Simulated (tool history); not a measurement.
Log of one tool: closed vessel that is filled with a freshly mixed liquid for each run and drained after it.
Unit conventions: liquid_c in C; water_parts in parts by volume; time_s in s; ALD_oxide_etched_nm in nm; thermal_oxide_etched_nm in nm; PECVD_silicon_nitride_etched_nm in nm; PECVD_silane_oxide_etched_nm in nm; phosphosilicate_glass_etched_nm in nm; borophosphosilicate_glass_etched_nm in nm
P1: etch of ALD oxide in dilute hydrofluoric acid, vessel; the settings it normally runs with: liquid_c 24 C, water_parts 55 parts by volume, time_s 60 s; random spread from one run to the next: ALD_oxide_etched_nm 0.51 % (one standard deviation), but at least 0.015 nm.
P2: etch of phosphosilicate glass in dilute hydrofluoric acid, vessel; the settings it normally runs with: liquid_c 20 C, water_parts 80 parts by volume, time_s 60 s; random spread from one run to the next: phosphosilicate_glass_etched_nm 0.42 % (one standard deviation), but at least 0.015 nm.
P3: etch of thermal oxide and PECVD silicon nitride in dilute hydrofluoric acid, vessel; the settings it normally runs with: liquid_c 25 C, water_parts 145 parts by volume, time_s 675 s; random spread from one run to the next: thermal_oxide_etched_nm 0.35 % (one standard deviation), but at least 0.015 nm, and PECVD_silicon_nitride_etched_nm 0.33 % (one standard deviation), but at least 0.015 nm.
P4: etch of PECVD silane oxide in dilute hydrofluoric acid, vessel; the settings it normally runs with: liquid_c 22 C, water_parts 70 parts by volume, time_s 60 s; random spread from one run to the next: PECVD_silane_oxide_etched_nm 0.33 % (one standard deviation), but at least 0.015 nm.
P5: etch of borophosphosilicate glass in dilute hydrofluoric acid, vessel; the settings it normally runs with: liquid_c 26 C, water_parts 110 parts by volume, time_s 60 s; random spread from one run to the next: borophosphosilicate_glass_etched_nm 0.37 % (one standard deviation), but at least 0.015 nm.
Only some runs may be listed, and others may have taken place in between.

run	hour	process	liquid_c	water_parts	time_s	hours since the thermometer was replaced	hours since the hydrofluoric acid flow meter was replaced	ALD_oxide_etched_nm	thermal_oxide_etched_nm	PECVD_silicon_nitride_etched_nm	PECVD_silane_oxide_etched_nm	phosphosilicate_glass_etched_nm	borophosphosilicate_glass_etched_nm
1	6.5	P1	24	55	60	508.7	175.9	16.206					
2	11.6	P3	25	225	675	513.8	181		12.592	14.789			
3	16.1	P3	25	145	675	518.3	185.5		21.088	22.899			
4	19.3	P4	22	35	60	521.5	188.7				40.036		
5	26.5	P1	24	55	60	528.7	195.9	16.194					
6	33.5	P1	24	85	110	535.7	202.9	18.594					
7	40	P1	24	55	60	542.2	209.4	16.351					
8	47.1	P2	20	80	60	549.3	216.5					93.345	
9	54.2	P1	24	55	60	556.4	223.6	16.259					
10	57.8	P2	17	80	60	560	227.2					82.022	
11	61.8	P1	24	55	30	564	231.2	8.0734					
12	67.3	P4	22	70	30	569.5	236.7				9.5412		
13	72.3	P1	24	55	105	574.5	241.7	28.518					
# hour 74.7: hydrofluoric acid flow meter replaced
14	77.4	P1	24	85	60	579.6	2.8	10.074					
15	83.1	P4	22	70	60	585.3	8.5				19.249		
16	88.1	P3	33.5	145	675	590.3	13.5		28.863	38.845			
17	91.9	P1	24	55	60	594.1	17.3	16.43					
18	99.1	P1	24	20	60	601.3	24.5	46.63					
19	103.7	P5	19.5	110	60	605.9	29.1						14.853
20	107.4	P5	26	40	60	609.6	32.8						58.104
21	112	P5	26	110	120	614.2	37.4						38.454
22	115.9	P2	20	40	60	618.1	41.3					194.99	
23	120	P1	30	55	60	622.2	45.4	20.768					
24	123.9	P3	25	145	675	626.1	49.3		21.17	22.965			
25	128.3	P3	25	145	190	630.5	53.7		5.9567	6.4601			
26	131.7	P4	29	70	60	633.9	57.1				25.473		
27	138.5	P2	20	80	30	640.7	63.9					46.249	
28	141.6	P1	17	55	60	643.8	67	12.123					
29	148.6	P5	26	110	60	650.8	74						19.142
30	153.2	P1	24	55	60	655.4	78.6	16.189					
31	159.4	P1	24	55	60	661.6	84.8	16.974					
32	162.7	P1	24	55	60	664.9	88.1	17.241					
33	168.9	P1	24	55	60	671.1	94.3	17.471					
34	174.3	P1	24	55	60	676.5	99.7	17.678					
35	179.4	P1	24	55	60	681.6	104.8	17.814					
36	185.4	P1	24	55	60	687.6	110.8	18.047					
37	189.1	P1	24	55	60	691.3	114.5	17.973					
38	193.2	P1	24	55	60	695.4	118.6	17.781					
39	197.4	P1	24	55	60	699.6	122.8	17.865					
40	200.6	P1	24	55	60	702.8	126	17.804					

What P1 gives has crept off from where it sat before. The 2 causes that follow fit the log equally well, each at the size noted:
A: liquid hotter than its thermometer reads (K) = 2.41
B: hydrofluoric acid flow above the setpoint (%) = 9.57
The process output started creeping at around hour 153.2.

4 check runs are offered, one wafer each, their results left as question marks. Which one tells the causes apart?
check 1	203.8	P5	20.5	75	60								?
check 2	203.8	P2	17	80	60							?	
check 3	203.8	P3	32	145	675				?	?			
check 4	203.8	P4	28.5	70	30						?		

If the cause were each of the candidates in turn, the checks would give the following:
check	result	if A	if B
check 1	borophosphosilicate_glass_etched_nm	26.089	26.088
check 2	phosphosilicate_glass_etched_nm	90.862	90.601
check 3	thermal_oxide_etched_nm	29.825	30.575
check 3	PECVD_silicon_nitride_etched_nm	40.945	38.93
check 4	PECVD_silane_oxide_etched_nm	13.702	13.799
Minimum pairwise separation of causes per check, each pair taken at its best-separating result: check 1 0.01 %; check 2 0.29 %; check 3 5.05 %; check 4 0.71 %
Check 3 distinguishes between the causes, while the remaining checks would return nearly the same result for all of them.

The results of check 3 are: thermal_oxide_etched_nm 30.545 nm; PECVD_silicon_nitride_etched_nm 38.971 nm. Based on these, which of the listed causes is it?

It is B: hydrofluoric acid flow above the setpoint (%).
